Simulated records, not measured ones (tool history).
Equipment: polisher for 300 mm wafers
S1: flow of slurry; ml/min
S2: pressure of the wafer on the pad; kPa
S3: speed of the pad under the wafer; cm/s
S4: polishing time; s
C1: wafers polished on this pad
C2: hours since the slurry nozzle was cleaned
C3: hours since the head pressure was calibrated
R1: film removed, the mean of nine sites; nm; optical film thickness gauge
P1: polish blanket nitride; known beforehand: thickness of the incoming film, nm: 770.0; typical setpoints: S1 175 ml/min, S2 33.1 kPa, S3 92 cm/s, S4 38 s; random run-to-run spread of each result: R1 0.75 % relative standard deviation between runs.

run	hour	S1	S2	S3	S4	C1	C2	C3	R1
1	8.6	175	33.1	92	38	858	331.8	393.5	90.026
2	18	235	33.1	92	26	997	341.2	402.9	65.33
3	34	175	52.4	92	38	1232	357.2	418.9	143.13
4	49.7	105	33.1	92	38	1464	372.9	434.6	81.738
5	62.9	260	33.1	92	38	1658	386.1	447.8	94.166
6	78.8	175	33.1	92	38	1892	402	463.7	90.646
7	92.3	175	33.1	48	38	2091	415.5	477.2	53.684
8	100.5	175	33.1	92	38	2212	423.7	485.4	90.865
9	110.6	175	33.1	144	38	2361	433.8	495.5	130.16
10	123.8	175	15.2	92	38	2555	447	508.7	41.314
11	131	175	33.1	92	59	2661	454.2	515.9	141.38
12	140.3	175	33.1	130	55	2798	463.5	525.2	173.41
13	155.6	175	33.1	92	20	3024	478.8	540.5	47.554
14	163.2	175	33.1	92	38	3136	486.4	548.1	90.966
15	170.8	175	33.1	92	38	3248	494	555.7	90.544
16	178.5	175	33.1	92	38	3361	501.7	563.4	88.206
17	189.7	175	33.1	92	38	3526	512.9	574.6	86.18
18	199.2	175	33.1	92	38	3666	522.4	584.1	85.513
# hour 203.2: head pressure recalibrated
19	211.2	175	33.1	92	38	3843	534.4	8.1	85.775
20	226.9	175	33.1	92	38	4074	550.1	23.8	85.159
21	240.1	175	33.1	92	38	4269	563.3	37	85.292
22	248.5	175	33.1	92	38	4392	571.7	45.4	83.812
23	259	175	33.1	92	38	4547	582.2	55.9	82.387

P1 has crept away from where it was. The log is fitted equally well by each of these 2 causes, at the sizes shown:
A: removal rate lost through wear of the pad, % = 7.48
B: slurry flow missing at the pad, % = 34.7
The gradual shift began around hour 170.8.
Every other cause this tool's parts could produce, and why it does not fit the log:
head's pressure below its setpoint, %: its service at hour 203.2 followed the start of the drift and did not put the process back to its old value

4 check runs are offered, each on 3 wafers whose results are averaged, their results left as question marks. Which one tells the causes apart?
check 1	269.5	175	46.9	92	52				?
check 2	269.5	115	33.1	92	38				?
check 3	269.5	175	15.9	64	38				?
check 4	269.5	175	33.1	142	38				?

What each check would give under each cause:
check	result	if A	if B
check 1	R1	162.68	162.7
check 2	R1	77.755	75.057
check 3	R1	30.078	30.081
check 4	R1	118.76	118.77
How far apart the two closest causes lie, in the result that separates them most: check 1 0.01 %; check 2 3.53 %; check 3 0.01 %; check 4 0.01 %
Only in check 2 would the causes give clearly different results; in the remaining checks their results would be nearly the same.

Running check 2 produced the following: R1 77.643 nm. Which one of the listed causes fits?

The cause is A: removal rate lost through wear of the pad, %.

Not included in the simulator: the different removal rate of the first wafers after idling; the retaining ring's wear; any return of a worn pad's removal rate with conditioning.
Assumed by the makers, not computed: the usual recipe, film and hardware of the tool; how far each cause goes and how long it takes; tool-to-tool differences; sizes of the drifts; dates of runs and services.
